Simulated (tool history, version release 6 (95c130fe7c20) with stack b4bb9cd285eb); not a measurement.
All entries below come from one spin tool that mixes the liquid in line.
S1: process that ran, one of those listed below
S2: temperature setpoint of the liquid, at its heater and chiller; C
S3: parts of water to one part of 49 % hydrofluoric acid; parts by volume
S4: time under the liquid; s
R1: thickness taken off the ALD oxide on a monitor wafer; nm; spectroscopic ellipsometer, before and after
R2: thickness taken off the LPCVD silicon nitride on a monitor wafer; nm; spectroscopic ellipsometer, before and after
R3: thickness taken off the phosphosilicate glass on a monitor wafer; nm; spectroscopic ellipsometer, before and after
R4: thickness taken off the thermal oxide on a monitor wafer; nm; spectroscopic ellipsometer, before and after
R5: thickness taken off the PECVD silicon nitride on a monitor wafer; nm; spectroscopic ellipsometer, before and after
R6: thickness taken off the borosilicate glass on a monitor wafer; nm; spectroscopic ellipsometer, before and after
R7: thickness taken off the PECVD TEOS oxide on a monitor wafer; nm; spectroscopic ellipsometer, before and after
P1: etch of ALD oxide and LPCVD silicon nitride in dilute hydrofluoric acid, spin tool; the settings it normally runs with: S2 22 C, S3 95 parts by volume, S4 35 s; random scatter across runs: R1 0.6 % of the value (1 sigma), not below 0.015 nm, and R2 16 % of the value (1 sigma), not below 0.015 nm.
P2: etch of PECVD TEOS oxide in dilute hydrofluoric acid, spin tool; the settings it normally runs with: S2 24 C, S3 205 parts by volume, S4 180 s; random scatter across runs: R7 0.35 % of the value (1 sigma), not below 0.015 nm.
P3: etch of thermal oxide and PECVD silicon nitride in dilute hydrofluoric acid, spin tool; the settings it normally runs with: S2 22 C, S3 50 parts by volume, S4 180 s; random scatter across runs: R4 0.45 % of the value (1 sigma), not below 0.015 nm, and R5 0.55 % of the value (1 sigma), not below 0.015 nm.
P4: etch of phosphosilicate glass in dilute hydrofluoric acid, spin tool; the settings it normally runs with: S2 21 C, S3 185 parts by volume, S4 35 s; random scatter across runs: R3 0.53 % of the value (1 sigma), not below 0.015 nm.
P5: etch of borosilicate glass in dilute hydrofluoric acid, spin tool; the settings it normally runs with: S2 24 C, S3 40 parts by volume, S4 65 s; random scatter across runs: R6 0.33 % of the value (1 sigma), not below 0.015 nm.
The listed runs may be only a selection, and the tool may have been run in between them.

Run 1, hour 5.4: S1 P1, S2 22 C, S3 95 parts by volume, S4 35 s. Result: R1 5.89 nm, R2 0.10782 nm.
Run 2, hour 9.8: S1 P1, S2 22 C, S3 25 parts by volume, S4 35 s. Result: R1 24.223 nm, R2 0.56943 nm.
Run 3, hour 16.2: S1 P4, S2 21 C, S3 185 parts by volume, S4 35 s. Result: R3 9.3929 nm.
Run 4, hour 22.7: S1 P1, S2 22 C, S3 95 parts by volume, S4 35 s. Result: R1 5.9206 nm, R2 0.14358 nm.
Run 5, hour 28.6: S1 P3, S2 22 C, S3 50 parts by volume, S4 180 s. Result: R4 16.574 nm, R5 5.0683 nm.
Run 6, hour 34.4: S1 P1, S2 22 C, S3 95 parts by volume, S4 15 s. Result: R1 2.5263 nm, R2 0.089946 nm.
Run 7, hour 41.9: S1 P5, S2 24 C, S3 60 parts by volume, S4 65 s. Result: R6 35.98 nm.
Run 8, hour 46.8: S1 P3, S2 22 C, S3 90 parts by volume, S4 180 s. Result: R4 8.7799 nm, R5 2.8737 nm.
Run 9, hour 54.8: S1 P2, S2 17 C, S3 205 parts by volume, S4 180 s. Result: R7 9.2957 nm.
Run 10, hour 61.2: S1 P3, S2 22 C, S3 50 parts by volume, S4 260 s. Result: R4 23.973 nm, R5 7.3587 nm.
Run 11, hour 65.7: S1 P1, S2 30 C, S3 95 parts by volume, S4 35 s. Result: R1 7.9711 nm, R2 0.19263 nm.
Run 12, hour 70.9: S1 P1, S2 28 C, S3 145 parts by volume, S4 35 s. Result: R1 4.5561 nm, R2 0.1593 nm.
Run 13, hour 77.9: S1 P4, S2 17 C, S3 185 parts by volume, S4 35 s. Result: R3 8.1258 nm.
Run 14, hour 85.5: S1 P5, S2 18.5 C, S3 40 parts by volume, S4 65 s. Result: R6 43.891 nm.
Run 15, hour 89.2: S1 P2, S2 24 C, S3 205 parts by volume, S4 180 s. Result: R7 12.126 nm.
Run 16, hour 94.7: S1 P4, S2 21 C, S3 185 parts by volume, S4 65 s. Result: R3 17.551 nm.
Run 17, hour 101.9: S1 P2, S2 24 C, S3 205 parts by volume, S4 345 s. Result: R7 23.438 nm.
Run 18, hour 107.6: S1 P5, S2 24 C, S3 40 parts by volume, S4 15 s. Result: R6 12.76 nm.
Run 19, hour 115.6: S1 P2, S2 24 C, S3 290 parts by volume, S4 180 s. Result: R7 7.8675 nm.
Run 20, hour 122.3: S1 P1, S2 22 C, S3 95 parts by volume, S4 35 s. Result: R1 5.8376 nm, R2 0.15145 nm.
Run 21, hour 130.3: S1 P1, S2 22 C, S3 155 parts by volume, S4 35 s. Result: R1 3.3954 nm, R2 0.04383 nm.
Run 22, hour 136.9: S1 P1, S2 22 C, S3 95 parts by volume, S4 35 s. Result: R1 5.8488 nm, R2 0.17112 nm.
Run 23, hour 142.9: S1 P1, S2 22 C, S3 95 parts by volume, S4 35 s. Result: R1 5.8262 nm, R2 0.16291 nm.
Run 24, hour 148: S1 P1, S2 22 C, S3 95 parts by volume, S4 35 s. Result: R1 5.8035 nm, R2 0.078825 nm.
Run 25, hour 154.9: S1 P1, S2 29.5 C, S3 95 parts by volume, S4 15 s. Result: R1 3.3289 nm, R2 0.065443 nm.
Run 26, hour 162.6: S1 P5, S2 24 C, S3 40 parts by volume, S4 65 s. Result: R6 55.611 nm.
Run 27, hour 167.2: S1 P5, S2 24 C, S3 40 parts by volume, S4 65 s. Result: R6 55.295 nm.
Run 28, hour 175.1: S1 P3, S2 22 C, S3 50 parts by volume, S4 180 s. Result: R4 16.653 nm, R5 5.1116 nm.
Run 29, hour 180.2: S1 P1, S2 22 C, S3 95 parts by volume, S4 55 s. Result: R1 9.3411 nm, R2 0.1766 nm.
Run 30, hour 183.7: S1 P1, S2 17 C, S3 95 parts by volume, S4 35 s. Result: R1 4.7548 nm, R2 0.14742 nm.
Run 31, hour 189.7: S1 P1, S2 22 C, S3 95 parts by volume, S4 35 s. Result: R1 5.8574 nm, R2 0.15158 nm.
Run 32, hour 195.9: S1 P3, S2 28 C, S3 50 parts by volume, S4 180 s. Result: R4 21.495 nm, R5 7.6834 nm.
Run 33, hour 201.4: S1 P4, S2 21 C, S3 280 parts by volume, S4 35 s. Result: R3 5.631 nm.
Run 34, hour 206.2: S1 P1, S2 22 C, S3 95 parts by volume, S4 35 s. Result: R1 5.781 nm, R2 0.17715 nm.
Run 35, hour 211: S1 P1, S2 22 C, S3 95 parts by volume, S4 35 s. Result: R1 6.004 nm, R2 0.17873 nm.
Run 36, hour 216.6: S1 P1, S2 22 C, S3 95 parts by volume, S4 35 s. Result: R1 6.0656 nm, R2 0.15035 nm.
Run 37, hour 223.3: S1 P1, S2 22 C, S3 95 parts by volume, S4 35 s. Result: R1 6.1507 nm, R2 0.10641 nm.
Run 38, hour 227.7: S1 P1, S2 22 C, S3 95 parts by volume, S4 35 s. Result: R1 6.181 nm, R2 0.17805 nm.
Run 39, hour 231.3: S1 P1, S2 22 C, S3 95 parts by volume, S4 35 s. Result: R1 6.1956 nm, R2 0.18061 nm.
Run 40, hour 238.2: S1 P1, S2 22 C, S3 95 parts by volume, S4 35 s. Result: R1 6.1939 nm, R2 0.17891 nm.
Run 41, hour 243.4: S1 P1, S2 22 C, S3 95 parts by volume, S4 35 s. Result: R1 6.214 nm, R2 0.12481 nm.
Run 42, hour 249: S1 P1, S2 22 C, S3 95 parts by volume, S4 35 s. Result: R1 6.3019 nm, R2 0.16857 nm.
Run 43, hour 254.2: S1 P1, S2 22 C, S3 95 parts by volume, S4 35 s. Result: R1 6.2537 nm, R2 0.14079 nm.
Run 44, hour 258.6: S1 P1, S2 22 C, S3 95 parts by volume, S4 35 s. Result: R1 6.2695 nm, R2 0.15776 nm.

The output of P1 has drifted from where it used to be. Each of the 2 causes below, taken at the size shown beside it, accounts for the log equally well:
A: liquid hotter than its thermometer reads (K) = 1.68
B: hydrofluoric acid flow above the setpoint (%) = 6.23
The creep began at about hour 206.2.

Below are 4 check runs, each on a single wafer, with their results shown as question marks. Which of them would tell the listed causes apart, meaning the causes would give clearly different results under it?
Run check 1, hour 263: S1 P4, S2 18 C, S3 185 parts by volume, S4 60 s. Result: R3 ?.
Run check 2, hour 263: S1 P2, S2 17 C, S3 205 parts by volume, S4 180 s. Result: R7 ?.
Run check 3, hour 263: S1 P5, S2 20.5 C, S3 40 parts by volume, S4 35 s. Result: R6 ?.
Run check 4, hour 263: S1 P3, S2 22 C, S3 70 parts by volume, S4 180 s. Result: R4 ?, R5 ?.

Expected result of each check under each candidate cause:
  check  result    if A    if B
check 1      R3  15.332  15.402
check 2      R7  9.9551  10.007
check 3      R6  27.635  27.423
check 4      R4   12.48  12.441
check 4      R5    4.11   3.894
How far apart the two closest causes lie, in the result that separates them most: check 1 0.46 %; check 2 0.52 %; check 3 0.77 %; check 4 5.4 %
Check 4 distinguishes between the causes, while the remaining checks would return nearly the same result for all of them.

After running check 4, the following was obtained: R4 12.467 nm; R5 3.8534 nm. Which cause does this point to?

Of the candidate causes, it is B: hydrofluoric acid flow above the setpoint (%).
